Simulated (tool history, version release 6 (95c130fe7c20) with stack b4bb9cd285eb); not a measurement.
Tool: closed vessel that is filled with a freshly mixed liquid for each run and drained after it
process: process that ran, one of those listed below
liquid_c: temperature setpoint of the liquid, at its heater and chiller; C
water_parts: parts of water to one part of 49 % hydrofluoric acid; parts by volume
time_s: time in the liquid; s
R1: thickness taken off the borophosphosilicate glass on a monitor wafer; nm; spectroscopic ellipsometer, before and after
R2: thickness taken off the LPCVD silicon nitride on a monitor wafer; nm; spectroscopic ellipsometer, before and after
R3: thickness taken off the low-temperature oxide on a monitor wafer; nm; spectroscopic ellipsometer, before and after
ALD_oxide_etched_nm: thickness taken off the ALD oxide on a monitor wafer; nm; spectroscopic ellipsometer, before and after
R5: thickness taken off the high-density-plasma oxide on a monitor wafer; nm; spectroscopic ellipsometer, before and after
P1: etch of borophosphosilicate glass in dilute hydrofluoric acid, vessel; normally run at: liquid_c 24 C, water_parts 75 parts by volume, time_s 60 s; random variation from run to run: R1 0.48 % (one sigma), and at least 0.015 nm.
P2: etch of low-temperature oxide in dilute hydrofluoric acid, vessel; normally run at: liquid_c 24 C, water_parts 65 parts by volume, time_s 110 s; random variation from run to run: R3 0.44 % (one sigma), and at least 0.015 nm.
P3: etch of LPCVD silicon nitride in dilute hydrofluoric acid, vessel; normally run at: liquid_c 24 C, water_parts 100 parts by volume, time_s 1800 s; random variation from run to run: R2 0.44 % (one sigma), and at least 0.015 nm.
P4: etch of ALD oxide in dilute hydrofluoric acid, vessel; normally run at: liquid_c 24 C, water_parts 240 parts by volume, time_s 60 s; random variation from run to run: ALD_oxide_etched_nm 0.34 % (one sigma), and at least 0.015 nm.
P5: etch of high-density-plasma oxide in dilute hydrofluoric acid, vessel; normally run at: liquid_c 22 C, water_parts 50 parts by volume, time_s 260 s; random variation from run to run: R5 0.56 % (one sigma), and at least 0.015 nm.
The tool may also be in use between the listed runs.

run 1 hour=16.3 | process=P1 liquid_c=24 water_parts=75 time_s=60 | R1=27.765
run 2 hour=26.2 | process=P3 liquid_c=19 water_parts=100 time_s=1800 | R2=7.4433
run 3 hour=37.5 | process=P2 liquid_c=24 water_parts=25 time_s=110 | R3=112.270
run 4 hour=53.2 | process=P1 liquid_c=24 water_parts=75 time_s=60 | R1=27.769
run 5 hour=64.4 | process=P1 liquid_c=24 water_parts=115 time_s=60 | R1=17.119
run 6 hour=76.4 | process=P1 liquid_c=19 water_parts=75 time_s=60 | R1=22.588
run 7 hour=85.9 | process=P2 liquid_c=24 water_parts=65 time_s=110 | R3=40.689
run 8 hour=95.8 | process=P1 liquid_c=24 water_parts=75 time_s=60 | R1=27.702
run 9 hour=110.9 | process=P4 liquid_c=24 water_parts=240 time_s=60 | ALD_oxide_etched_nm=6.8247
run 10 hour=127.4 | process=P1 liquid_c=24 water_parts=75 time_s=115 | R1=53.270
run 11 hour=135.6 | process=P2 liquid_c=17 water_parts=65 time_s=110 | R3=30.499
-- hour=151.6 hydrofluoric acid flow meter replaced
run 12 hour=152.2 | process=P1 liquid_c=24 water_parts=75 time_s=60 | R1=27.766
run 13 hour=166.4 | process=P1 liquid_c=24 water_parts=75 time_s=60 | R1=27.877
run 14 hour=177.5 | process=P1 liquid_c=32 water_parts=75 time_s=60 | R1=37.975
run 15 hour=192.8 | process=P4 liquid_c=24 water_parts=240 time_s=115 | ALD_oxide_etched_nm=13.1220
run 16 hour=203.9 | process=P3 liquid_c=24 water_parts=100 time_s=460 | R2=2.6935
run 17 hour=215.6 | process=P1 liquid_c=24 water_parts=20 time_s=60 | R1=111.740
run 18 hour=225.3 | process=P5 liquid_c=22 water_parts=50 time_s=260 | R5=35.938
run 19 hour=240.4 | process=P2 liquid_c=24 water_parts=65 time_s=185 | R3=68.865
run 20 hour=250.2 | process=P1 liquid_c=24 water_parts=75 time_s=30 | R1=13.867
run 21 hour=260.2 | process=P5 liquid_c=22 water_parts=50 time_s=450 | R5=62.150
run 22 hour=270.2 | process=P4 liquid_c=24 water_parts=55 time_s=60 | ALD_oxide_etched_nm=37.2370
run 23 hour=285.7 | process=P5 liquid_c=17 water_parts=50 time_s=260 | R5=29.353
run 24 hour=302.1 | process=P4 liquid_c=24 water_parts=240 time_s=60 | ALD_oxide_etched_nm=6.8684
run 25 hour=321.1 | process=P2 liquid_c=24 water_parts=65 time_s=110 | R3=41.009

Forecast run 26:
run 26 hour=333.1 | process=P3 liquid_c=24 water_parts=100 time_s=1800 | R2=?

R2: 10.4940 nm

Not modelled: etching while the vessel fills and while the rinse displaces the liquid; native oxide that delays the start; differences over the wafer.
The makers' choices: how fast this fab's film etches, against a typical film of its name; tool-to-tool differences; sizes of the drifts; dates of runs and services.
